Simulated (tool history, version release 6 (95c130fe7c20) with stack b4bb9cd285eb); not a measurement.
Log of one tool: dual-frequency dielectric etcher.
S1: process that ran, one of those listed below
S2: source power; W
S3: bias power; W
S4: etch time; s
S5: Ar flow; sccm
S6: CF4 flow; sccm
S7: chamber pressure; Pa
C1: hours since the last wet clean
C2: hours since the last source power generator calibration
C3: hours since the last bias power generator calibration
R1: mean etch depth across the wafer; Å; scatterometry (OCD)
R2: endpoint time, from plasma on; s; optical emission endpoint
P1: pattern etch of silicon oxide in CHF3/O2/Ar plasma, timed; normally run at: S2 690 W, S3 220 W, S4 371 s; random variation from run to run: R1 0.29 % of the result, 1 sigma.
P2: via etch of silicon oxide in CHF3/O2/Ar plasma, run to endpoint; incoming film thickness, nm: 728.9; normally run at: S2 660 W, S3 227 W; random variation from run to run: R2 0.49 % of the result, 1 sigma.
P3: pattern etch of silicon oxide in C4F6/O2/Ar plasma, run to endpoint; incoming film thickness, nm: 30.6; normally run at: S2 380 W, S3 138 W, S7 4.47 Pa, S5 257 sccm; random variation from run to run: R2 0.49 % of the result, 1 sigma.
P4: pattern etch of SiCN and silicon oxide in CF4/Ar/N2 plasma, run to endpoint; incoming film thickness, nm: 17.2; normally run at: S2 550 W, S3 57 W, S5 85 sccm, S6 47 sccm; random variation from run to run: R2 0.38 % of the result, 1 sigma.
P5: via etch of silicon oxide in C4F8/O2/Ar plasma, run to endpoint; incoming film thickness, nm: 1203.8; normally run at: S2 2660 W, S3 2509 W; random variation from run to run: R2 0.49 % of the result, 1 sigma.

Run 1, hour 12.9: S1 P1, S2 690 W, S3 220 W, S4 371 s; C1 263.7; C2 887.7; C3 579.5. Result: R1 8254.5 Å.
Run 2, hour 30.1: S1 P4, S2 550 W, S3 57 W, S5 85 sccm, S6 47 sccm; C1 280.9; C2 904.9; C3 596.7. Result: R2 18.615 s.
Run 3, hour 46.9: S1 P1, S2 690 W, S3 220 W, S4 371 s; C1 297.7; C2 921.7; C3 613.5. Result: R1 8311.4 Å.
Run 4, hour 59.6: S1 P2, S2 660 W, S3 227 W; C1 310.4; C2 934.4; C3 626.2. Result: R2 338.44 s.
Run 5, hour 69.8: S1 P1, S2 690 W, S3 139 W, S4 371 s; C1 320.6; C2 944.6; C3 636.4. Result: R1 7103.8 Å.
Run 6, hour 83.1: S1 P3, S2 260 W, S3 138 W, S5 257 sccm, S7 4.47 Pa; C1 333.9; C2 957.9; C3 649.7. Result: R2 12.152 s.
Run 7, hour 101.1: S1 P2, S2 470 W, S3 227 W; C1 351.9; C2 975.9; C3 667.7. Result: R2 380.77 s.
At hour 105.3: wet clean of the chamber.
Run 8, hour 114.3: S1 P4, S2 550 W, S3 75 W, S5 85 sccm, S6 47 sccm; C1 9; C2 989.1; C3 680.9. Result: R2 16.96 s.
Run 9, hour 124: S1 P3, S2 380 W, S3 138 W, S5 209 sccm, S7 4.47 Pa; C1 18.7; C2 998.8; C3 690.6. Result: R2 10.271 s.
Run 10, hour 138.2: S1 P5, S2 2660 W, S3 2509 W; C1 32.9; C2 1013; C3 704.8. Result: R2 194.92 s.
Run 11, hour 148: S1 P1, S2 690 W, S3 220 W, S4 371 s; C1 42.7; C2 1022.8; C3 714.6. Result: R1 8221.3 Å.
Run 12, hour 158.5: S1 P1, S2 690 W, S3 220 W, S4 371 s; C1 53.2; C2 1033.3; C3 725.1. Result: R1 8258.6 Å.
Run 13, hour 170.9: S1 P3, S2 380 W, S3 138 W, S5 257 sccm, S7 4.47 Pa; C1 65.6; C2 1045.7; C3 737.5. Result: R2 10.527 s.
Run 14, hour 183.7: S1 P1, S2 460 W, S3 220 W, S4 224.5 s; C1 78.4; C2 1058.5; C3 750.3. Result: R1 4303.3 Å.
Run 15, hour 199.9: S1 P5, S2 2660 W, S3 1809 W; C1 94.6; C2 1074.7; C3 766.5. Result: R2 212.97 s.
Run 16, hour 216.6: S1 P3, S2 380 W, S3 182 W, S5 257 sccm, S7 4.47 Pa; C1 111.3; C2 1091.4; C3 783.2. Result: R2 9.6535 s.
Run 17, hour 226.7: S1 P1, S2 690 W, S3 220 W, S4 454.5 s; C1 121.4; C2 1101.5; C3 793.3. Result: R1 10119 Å.
Run 18, hour 242.7: S1 P1, S2 930 W, S3 220 W, S4 371 s; C1 137.4; C2 1117.5; C3 809.3. Result: R1 9247.9 Å.
Run 19, hour 260.4: S1 P1, S2 470 W, S3 220 W, S4 257 s; C1 155.1; C2 1135.2; C3 827. Result: R1 4981.2 Å.
Run 20, hour 274.8: S1 P3, S2 380 W, S3 138 W, S5 257 sccm, S7 5.6 Pa; C1 169.5; C2 1149.6; C3 841.4. Result: R2 10.812 s.
Run 21, hour 283.3: S1 P4, S2 550 W, S3 57 W, S5 85 sccm, S6 36 sccm; C1 178; C2 1158.1; C3 849.9. Result: R2 19.527 s.
Run 22, hour 298.4: S1 P5, S2 1760 W, S3 2509 W; C1 193.1; C2 1173.2; C3 865. Result: R2 228.44 s.
Run 23, hour 307.3: S1 P1, S2 690 W, S3 311 W, S4 371 s; C1 202; C2 1182.1; C3 873.9. Result: R1 9399.6 Å.
Run 24, hour 323: S1 P1, S2 480 W, S3 220 W, S4 371 s; C1 217.7; C2 1197.8; C3 889.6. Result: R1 7240.3 Å.
Run 25, hour 339.3: S1 P4, S2 360 W, S3 57 W, S5 85 sccm, S6 47 sccm; C1 234; C2 1214.1; C3 905.9. Result: R2 27.031 s.
Run 26, hour 351.9: S1 P2, S2 660 W, S3 269 W; C1 246.6; C2 1226.7; C3 918.5. Result: R2 316.13 s.
Run 27, hour 362.4: S1 P1, S2 690 W, S3 220 W, S4 371 s; C1 257.1; C2 1237.2; C3 929. Result: R1 8230.4 Å.
Run 28, hour 372.2: S1 P4, S2 550 W, S3 57 W, S5 104 sccm, S6 47 sccm; C1 266.9; C2 1247; C3 938.8. Result: R2 19.247 s.
Run 29, hour 389.8: S1 P1, S2 690 W, S3 220 W, S4 259 s; C1 284.5; C2 1264.6; C3 956.4. Result: R1 5781.7 Å.
Run 30, hour 402.3: S1 P1, S2 690 W, S3 220 W, S4 371 s; C1 297; C2 1277.1; C3 968.9. Result: R1 8274.3 Å.
Run 31, hour 411.4: S1 P1, S2 690 W, S3 220 W, S4 371 s; C1 306.1; C2 1286.2; C3 978. Result: R1 8334.8 Å.
Run 32, hour 425.1: S1 P1, S2 690 W, S3 220 W, S4 371 s; C1 319.8; C2 1299.9; C3 991.7. Result: R1 8344.7 Å.
At hour 432: wet clean of the chamber.
Run 33, hour 437.8: S1 P1, S2 690 W, S3 220 W, S4 371 s; C1 5.8; C2 1312.6; C3 1004.4. Result: R1 8390.3 Å.
Run 34, hour 453.8: S1 P1, S2 690 W, S3 220 W, S4 371 s; C1 21.8; C2 1328.6; C3 1020.4. Result: R1 8308.7 Å.
Run 35, hour 463.1: S1 P1, S2 690 W, S3 220 W, S4 371 s; C1 31.1; C2 1337.9; C3 1029.7. Result: R1 8373.2 Å.
Run 36, hour 474.2: S1 P1, S2 690 W, S3 220 W, S4 371 s; C1 42.2; C2 1349; C3 1040.8. Result: R1 8344.8 Å.

What P1 gives has crept away from where it was. These 2 causes fit the log equally well, each at the size given:
A: source power that arrives over what is set, % = 3.96
B: bias power that arrives over what is set, % = 4.32
The creep began at about hour 402.3.
Why every other cause is out:
chamber walls in a state that raises the etch rate, %: serviced at hour 432, which brought nothing back

4 check runs are offered, each on 2 wafers whose results are averaged, their results left as question marks. Which one tells the causes apart?
Run check 1, hour 485.3: S1 P2, S2 660 W, S3 227 W. Result: R2 ?.
Run check 2, hour 485.3: S1 P4, S2 550 W, S3 57 W, S5 85 sccm, S6 47 sccm. Result: R2 ?.
Run check 3, hour 485.3: S1 P5, S2 2660 W, S3 2509 W. Result: R2 ?.
Run check 4, hour 485.3: S1 P3, S2 380 W, S3 138 W, S5 257 sccm, S7 4.47 Pa. Result: R2 ?.

What each check would give under each cause:
  check  result    if A    if B
check 1      R2  332.03  331.99
check 2      R2  17.956  18.327
check 3      R2  191.18  191.74
check 4      R2  10.335  10.363
How far apart the two closest causes lie, in the result that separates them most: check 1 0.01 %; check 2 2.05 %; check 3 0.29 %; check 4 0.27 %
Only check 2 tells the causes apart: in the others they would give nearly the same result.

Then check 2 was run and gave: R2 18.377 s. Which cause is it?

It is B: bias power that arrives over what is set, %.
